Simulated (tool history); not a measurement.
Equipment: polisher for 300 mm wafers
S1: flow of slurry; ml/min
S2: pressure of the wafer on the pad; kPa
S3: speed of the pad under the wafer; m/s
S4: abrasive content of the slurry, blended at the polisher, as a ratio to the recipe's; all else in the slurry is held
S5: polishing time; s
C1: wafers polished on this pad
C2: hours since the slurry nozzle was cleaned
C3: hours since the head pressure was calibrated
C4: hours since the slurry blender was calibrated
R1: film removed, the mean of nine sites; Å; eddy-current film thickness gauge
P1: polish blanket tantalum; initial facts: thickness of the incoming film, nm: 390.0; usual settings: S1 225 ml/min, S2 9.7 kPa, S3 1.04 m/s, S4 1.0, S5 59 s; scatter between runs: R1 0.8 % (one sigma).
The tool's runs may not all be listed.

run,hour,S1,S2,S3,S4,S5,C1,C2,C3,C4,R1
1,8.3,225,9.7,1.04,1.0,59,426,308.1,322.9,69.2,836.53
2,19.9,225,9.7,1.56,1.0,59,536,319.7,334.5,80.8,1252.90
3,27.3,225,4.1,1.04,1.0,38,605,327.1,341.9,88.2,232.27
4,40.9,225,9.7,1.04,1.0,59,734,340.7,355.5,101.8,848.92
5,53.0,225,9.7,0.74,1.0,59,848,352.8,367.6,113.9,595.56
6,60.3,225,14.5,1.04,1.0,59,916,360.1,374.9,121.2,1274.70
7,72.1,225,9.7,1.04,1.0,59,1027,371.9,386.7,133.0,840.20
8,82.5,325,9.7,1.04,1.0,59,1125,382.3,397.1,143.4,864.63
# hour 89.5: slurry blender recalibrated
9,91.0,225,9.7,1.04,1.0,44,1205,390.8,405.6,1.6,625.29
10,104.2,225,6.9,1.04,1.0,59,1330,404.0,418.8,14.8,599.61
11,111.6,225,5.5,1.04,1.0,38,1399,411.4,426.2,22.2,310.16
12,124.6,225,9.7,1.04,1.0,59,1522,424.4,439.2,35.2,841.64
13,137.0,225,9.7,1.04,1.2,59,1639,436.8,451.6,47.6,882.19
14,147.8,225,9.7,1.04,1.0,59,1740,447.6,462.4,58.4,844.43

What does the tool deliver on the next run?
15,156.7,225,9.7,1.04,1.0,59,1824,456.5,471.3,67.3,?

{"run 15": {"R1": 828.15}}
